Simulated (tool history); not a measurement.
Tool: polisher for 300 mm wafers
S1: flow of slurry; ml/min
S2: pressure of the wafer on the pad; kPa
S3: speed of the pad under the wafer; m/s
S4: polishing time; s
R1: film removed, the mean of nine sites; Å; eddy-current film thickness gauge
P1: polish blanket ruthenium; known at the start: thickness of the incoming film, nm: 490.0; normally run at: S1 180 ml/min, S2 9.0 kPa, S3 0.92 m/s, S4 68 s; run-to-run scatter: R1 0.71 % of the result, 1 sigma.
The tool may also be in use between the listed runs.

run 1 hour=11.4 | S1=180 S2=9.0 S3=0.92 S4=68 | R1=425.22
run 2 hour=17.6 | S1=180 S2=9.0 S3=0.92 S4=68 | R1=425.05
run 3 hour=23.8 | S1=180 S2=9.0 S3=0.92 S4=68 | R1=426.95
run 4 hour=33.8 | S1=250 S2=9.0 S3=0.92 S4=50 | R1=321.85
run 5 hour=43.7 | S1=180 S2=9.0 S3=0.46 S4=68 | R1=213.52
run 6 hour=53.7 | S1=110 S2=9.0 S3=0.92 S4=68 | R1=387.69
run 7 hour=59.1 | S1=180 S2=9.0 S3=0.92 S4=68 | R1=423.50
run 8 hour=70.0 | S1=180 S2=9.0 S3=0.92 S4=87 | R1=543.96
run 9 hour=80.0 | S1=280 S2=9.0 S3=0.92 S4=68 | R1=447.50
run 10 hour=91.0 | S1=240 S2=13.8 S3=0.92 S4=68 | R1=672.49
-- hour=95.0 head pressure recalibrated
run 11 hour=101.1 | S1=180 S2=9.0 S3=0.92 S4=47 | R1=292.50
run 12 hour=110.5 | S1=180 S2=9.0 S3=0.92 S4=68 | R1=422.84
-- hour=111.7 slurry nozzle cleaned
run 13 hour=117.5 | S1=180 S2=9.0 S3=0.92 S4=68 | R1=425.29
run 14 hour=125.3 | S1=180 S2=9.0 S3=0.92 S4=68 | R1=425.77
run 15 hour=134.1 | S1=180 S2=11.7 S3=0.92 S4=68 | R1=547.63
run 16 hour=143.1 | S1=180 S2=9.0 S3=1.26 S4=68 | R1=580.98
run 17 hour=153.9 | S1=245 S2=9.0 S3=0.92 S4=49 | R1=316.20
run 18 hour=160.3 | S1=180 S2=4.1 S3=0.92 S4=68 | R1=197.12
run 19 hour=171.5 | S1=180 S2=9.0 S3=0.92 S4=68 | R1=421.97
run 20 hour=179.1 | S1=180 S2=9.0 S3=0.92 S4=68 | R1=415.76
run 21 hour=189.2 | S1=180 S2=9.0 S3=0.92 S4=68 | R1=406.12
run 22 hour=197.2 | S1=180 S2=9.0 S3=0.92 S4=68 | R1=406.68
run 23 hour=206.7 | S1=180 S2=9.0 S3=0.92 S4=68 | R1=399.57
run 24 hour=215.4 | S1=180 S2=9.0 S3=0.92 S4=68 | R1=397.82
run 25 hour=224.4 | S1=180 S2=9.0 S3=0.92 S4=68 | R1=394.51
-- hour=229.8 head pressure recalibrated
run 26 hour=230.4 | S1=180 S2=9.0 S3=0.92 S4=68 | R1=394.08
run 27 hour=238.8 | S1=180 S2=9.0 S3=0.92 S4=68 | R1=395.08
run 28 hour=245.1 | S1=180 S2=9.0 S3=0.92 S4=68 | R1=392.86
run 29 hour=254.2 | S1=180 S2=9.0 S3=0.92 S4=68 | R1=393.31
run 30 hour=261.2 | S1=180 S2=9.0 S3=0.92 S4=68 | R1=395.49

What P1 gives has crept away from where it was. These 2 causes fit the log equally well, each at the size given:
A: removal rate lost through wear of the pad, % = 6.9
B: slurry flow missing at the pad, % = 33.4
The creep began at about hour 171.5.
Why every other cause is out:
head's pressure below its setpoint, %: serviced at hour 229.8, which brought nothing back

4 check runs are offered, each on 5 wafers whose results are averaged, their results left as question marks. Which one tells the causes apart?
run check 1 hour=268.2 | S1=180 S2=4.1 S3=0.92 S4=68 | R1=?
run check 2 hour=268.2 | S1=280 S2=9.0 S3=0.92 S4=68 | R1=?
run check 3 hour=268.2 | S1=180 S2=11.0 S3=0.52 S4=68 | R1=?
run check 4 hour=268.2 | S1=180 S2=9.0 S3=0.58 S4=68 | R1=?

What each check would give under each cause:
check=check_1 result=R1 if_A=181.85 if_B=181.82
check=check_2 result=R1 if_A=415.22 if_B=425.34
check=check_3 result=R1 if_A=274.09 if_B=274.04
check=check_4 result=R1 if_A=248.39 if_B=248.35
How far apart the two closest causes lie, in the result that separates them most: check 1 0.02 %; check 2 2.41 %; check 3 0.02 %; check 4 0.02 %
Only check 2 tells the causes apart: in the others they would give nearly the same result.

Check 2 was then run and gave: R1 424.00 Å. Which cause is it?

It is B: slurry flow missing at the pad, %.

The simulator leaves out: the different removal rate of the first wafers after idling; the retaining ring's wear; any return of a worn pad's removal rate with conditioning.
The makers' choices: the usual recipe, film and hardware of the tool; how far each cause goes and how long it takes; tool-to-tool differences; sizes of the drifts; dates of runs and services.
